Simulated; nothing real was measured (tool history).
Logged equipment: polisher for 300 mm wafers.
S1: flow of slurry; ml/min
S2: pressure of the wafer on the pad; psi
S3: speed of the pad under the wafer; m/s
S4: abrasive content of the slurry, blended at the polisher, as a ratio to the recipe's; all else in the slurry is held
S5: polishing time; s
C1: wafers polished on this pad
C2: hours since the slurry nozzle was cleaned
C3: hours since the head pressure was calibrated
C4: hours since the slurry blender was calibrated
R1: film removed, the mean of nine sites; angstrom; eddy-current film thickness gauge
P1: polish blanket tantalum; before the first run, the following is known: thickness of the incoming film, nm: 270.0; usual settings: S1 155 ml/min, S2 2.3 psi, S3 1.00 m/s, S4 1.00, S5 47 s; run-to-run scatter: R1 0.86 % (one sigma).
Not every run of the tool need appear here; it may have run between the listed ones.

Run 1, hour 10.8: S1 155 ml/min, S2 2.3 psi, S3 1.00 m/s, S4 1.00, S5 47 s; C1 443; C2 162.2; C3 360.1; C4 92.9. Result: R1 946.68 angstrom.
Run 2, hour 21.5: S1 230 ml/min, S2 2.3 psi, S3 1.00 m/s, S4 1.00, S5 47 s; C1 524; C2 172.9; C3 370.8; C4 103.6. Result: R1 1010.90 angstrom.
Run 3, hour 31.5: S1 155 ml/min, S2 2.3 psi, S3 1.00 m/s, S4 1.40, S5 47 s; C1 600; C2 182.9; C3 380.8; C4 113.6. Result: R1 1030.40 angstrom.
Run 4, hour 37.7: S1 155 ml/min, S2 1.1 psi, S3 1.00 m/s, S4 1.00, S5 47 s; C1 647; C2 189.1; C3 387.0; C4 119.8. Result: R1 451.03 angstrom.
Run 5, hour 44.6: S1 155 ml/min, S2 2.3 psi, S3 0.44 m/s, S4 1.00, S5 47 s; C1 699; C2 196.0; C3 393.9; C4 126.7. Result: R1 409.01 angstrom.
Run 6, hour 49.9: S1 155 ml/min, S2 2.3 psi, S3 1.52 m/s, S4 1.00, S5 47 s; C1 740; C2 201.3; C3 399.2; C4 132.0. Result: R1 1447.20 angstrom.
Run 7, hour 55.9: S1 155 ml/min, S2 2.3 psi, S3 1.32 m/s, S4 1.00, S5 23 s; C1 785; C2 207.3; C3 405.2; C4 138.0. Result: R1 612.03 angstrom.
Run 8, hour 67.0: S1 155 ml/min, S2 2.3 psi, S3 1.00 m/s, S4 1.00, S5 47 s; C1 869; C2 218.4; C3 416.3; C4 149.1. Result: R1 946.30 angstrom.
Run 9, hour 73.4: S1 155 ml/min, S2 2.3 psi, S3 1.00 m/s, S4 1.00, S5 47 s; C1 918; C2 224.8; C3 422.7; C4 155.5. Result: R1 952.84 angstrom.
Run 10, hour 84.7: S1 155 ml/min, S2 3.4 psi, S3 1.00 m/s, S4 1.00, S5 47 s; C1 1004; C2 236.1; C3 434.0; C4 166.8. Result: R1 1405.70 angstrom.
Run 11, hour 96.5: S1 155 ml/min, S2 2.3 psi, S3 1.00 m/s, S4 0.55, S5 47 s; C1 1093; C2 247.9; C3 445.8; C4 178.6. Result: R1 759.59 angstrom.
Run 12, hour 106.3: S1 155 ml/min, S2 2.3 psi, S3 1.00 m/s, S4 1.00, S5 47 s; C1 1168; C2 257.7; C3 455.6; C4 188.4. Result: R1 950.49 angstrom.
Run 13, hour 118.0: S1 95 ml/min, S2 2.3 psi, S3 1.00 m/s, S4 1.00, S5 47 s; C1 1256; C2 269.4; C3 467.3; C4 200.1. Result: R1 854.41 angstrom.
Run 14, hour 123.7: S1 155 ml/min, S2 2.3 psi, S3 1.00 m/s, S4 1.00, S5 47 s; C1 1300; C2 275.1; C3 473.0; C4 205.8. Result: R1 944.35 angstrom.
Run 15, hour 130.1: S1 155 ml/min, S2 2.3 psi, S3 1.00 m/s, S4 1.00, S5 72 s; C1 1348; C2 281.5; C3 479.4; C4 212.2. Result: R1 1480.50 angstrom.
Run 16, hour 136.9: S1 155 ml/min, S2 2.3 psi, S3 1.00 m/s, S4 1.00, S5 30 s; C1 1400; C2 288.3; C3 486.2; C4 219.0. Result: R1 597.40 angstrom.
At hour 137.1: slurry blender recalibrated.
Run 17, hour 148.1: S1 155 ml/min, S2 2.3 psi, S3 1.00 m/s, S4 1.00, S5 47 s; C1 1485; C2 299.5; C3 497.4; C4 11.0. Result: R1 954.30 angstrom.
Run 18, hour 158.5: S1 155 ml/min, S2 2.3 psi, S3 1.00 m/s, S4 1.00, S5 47 s; C1 1564; C2 309.9; C3 507.8; C4 21.4. Result: R1 943.41 angstrom.
Run 19, hour 170.2: S1 155 ml/min, S2 2.3 psi, S3 1.00 m/s, S4 1.00, S5 47 s; C1 1653; C2 321.6; C3 519.5; C4 33.1. Result: R1 910.48 angstrom.
Run 20, hour 176.6: S1 155 ml/min, S2 2.3 psi, S3 1.00 m/s, S4 1.00, S5 47 s; C1 1701; C2 328.0; C3 525.9; C4 39.5. Result: R1 899.53 angstrom.
Run 21, hour 186.7: S1 155 ml/min, S2 2.3 psi, S3 1.00 m/s, S4 1.00, S5 47 s; C1 1778; C2 338.1; C3 536.0; C4 49.6. Result: R1 893.24 angstrom.
Run 22, hour 195.5: S1 155 ml/min, S2 2.3 psi, S3 1.00 m/s, S4 1.00, S5 47 s; C1 1845; C2 346.9; C3 544.8; C4 58.4. Result: R1 902.88 angstrom.
At hour 198.6: head pressure recalibrated.
At hour 198.7: worn pad replaced by a new one.
Run 23, hour 206.1: S1 155 ml/min, S2 2.3 psi, S3 1.00 m/s, S4 1.00, S5 47 s; C1 56; C2 357.5; C3 7.6; C4 69.0. Result: R1 881.10 angstrom.
Run 24, hour 211.5: S1 155 ml/min, S2 2.3 psi, S3 1.00 m/s, S4 1.00, S5 47 s; C1 97; C2 362.9; C3 13.0; C4 74.4. Result: R1 858.50 angstrom.
Run 25, hour 219.2: S1 155 ml/min, S2 2.3 psi, S3 1.00 m/s, S4 1.00, S5 47 s; C1 155; C2 370.6; C3 20.7; C4 82.1. Result: R1 876.28 angstrom.

What P1 gives has crept off from where it sat before. The 2 causes that follow fit the log equally well, each at the size noted:
A: abrasive missing from the slurry, % = 21.4
B: slurry flow missing at the pad, % = 31.3
The onset of the drift is placed at about hour 158.5.
The rest of the possible causes, and what rules out each one:
removal rate lost through wear of the pad, %: serviced at hour 198.7, which brought nothing back
head's pressure below its setpoint, %: serviced at hour 198.6, which brought nothing back

4 check runs are offered, each on 3 wafers whose results are averaged, their results left as question marks. Which one tells the causes apart?
Run check 1, hour 226.9: S1 95 ml/min, S2 1.7 psi, S3 1.00 m/s, S4 1.00, S5 47 s. Result: R1 ?.
Run check 2, hour 226.9: S1 155 ml/min, S2 2.3 psi, S3 0.56 m/s, S4 1.00, S5 35 s. Result: R1 ?.
Run check 3, hour 226.9: S1 155 ml/min, S2 2.3 psi, S3 1.24 m/s, S4 1.00, S5 69 s. Result: R1 ?.
Run check 4, hour 226.9: S1 155 ml/min, S2 1.2 psi, S3 0.70 m/s, S4 1.00, S5 47 s. Result: R1 ?.

What each check would give under each cause:
  check  result     if A     if B
check 1      R1   585.11   562.26
check 2      R1   365.84   365.96
check 3      R1  1597.00  1597.50
check 4      R1   320.40   320.49
Minimum pairwise separation of causes per check, each pair taken at its best-separating result: check 1 3.98 %; check 2 0.03 %; check 3 0.03 %; check 4 0.03 %
The other checks would show nearly matching results whichever cause is true, so check 1 is the only one that separates the causes.

Then check 1 was run and gave: R1 560.32 angstrom. Which cause is it?

It is B: slurry flow missing at the pad, %.

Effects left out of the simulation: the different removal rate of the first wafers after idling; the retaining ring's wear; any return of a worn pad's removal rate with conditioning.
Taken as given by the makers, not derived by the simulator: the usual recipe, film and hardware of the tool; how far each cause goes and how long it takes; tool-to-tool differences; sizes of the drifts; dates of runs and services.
